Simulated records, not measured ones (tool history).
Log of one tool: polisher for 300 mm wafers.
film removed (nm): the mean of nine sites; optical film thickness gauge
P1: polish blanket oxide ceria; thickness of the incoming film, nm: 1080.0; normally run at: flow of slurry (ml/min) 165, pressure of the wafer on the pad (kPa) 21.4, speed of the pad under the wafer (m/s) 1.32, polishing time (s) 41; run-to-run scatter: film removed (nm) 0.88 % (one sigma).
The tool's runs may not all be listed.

| run | day | flow of slurry (ml/min) | pressure of the wafer on the pad (kPa) | speed of the pad under the wafer (m/s) | polishing time (s) | film removed (nm) |
|---|---|---|---|---|---|---|
| 1 | 0.242 | 165 | 21.4 | 1.32 | 41 | 261.21 |
| 2 | 0.35 | 165 | 11.7 | 1.72 | 41 | 188.83 |
| 3 | 0.5 | 165 | 28.3 | 1.32 | 19 | 159.38 |
| 4 | 0.696 | 165 | 21.4 | 1.32 | 41 | 263.77 |
| 5 | 0.925 | 165 | 21.4 | 1.32 | 41 | 262.03 |
| 6 | 1.1 | 165 | 21.4 | 1.32 | 41 | 264.55 |
| 7 | 1.225 | 165 | 21.4 | 1.7 | 41 | 333.36 |
| 8 | 1.342 | 165 | 10.3 | 1.32 | 41 | 126.54 |
| 9 | 1.525 | 165 | 21.4 | 0.9 | 41 | 179.84 |
| 10 | 1.721 | 230 | 11 | 1.32 | 41 | 140.54 |
| 11 | 1.888 | 165 | 21.4 | 1.32 | 41 | 261.6 |
| 12 | 2.083 | 165 | 21.4 | 1.32 | 19 | 121.83 |
| 13 | 2.292 | 165 | 33.8 | 1.32 | 41 | 414.41 |
| 14 | 2.5 | 165 | 21.4 | 1.32 | 41 | 268.2 |
| 15 | 2.658 | 165 | 21.4 | 1.32 | 58 | 370.32 |
| 16 | 2.783 | 100 | 21.4 | 1.32 | 41 | 238.04 |
| 17 | 2.929 | 225 | 21.4 | 1.32 | 41 | 272.67 |
| 18 | 3.117 | 165 | 21.4 | 1.32 | 41 | 261.37 |
| 19 | 3.229 | 165 | 21.4 | 1.32 | 41 | 256.8 |
| 20 | 3.475 | 165 | 21.4 | 1.32 | 41 | 247.84 |
| 21 | 3.662 | 165 | 21.4 | 1.32 | 41 | 250.22 |

Forecast run 22:
|  | 3.725 | head pressure recalibrated |
| 22 | 3.879 | 165 | 21.4 | 1.32 | 41 | ? |

Run 22 gave film removed (nm) 246.73.

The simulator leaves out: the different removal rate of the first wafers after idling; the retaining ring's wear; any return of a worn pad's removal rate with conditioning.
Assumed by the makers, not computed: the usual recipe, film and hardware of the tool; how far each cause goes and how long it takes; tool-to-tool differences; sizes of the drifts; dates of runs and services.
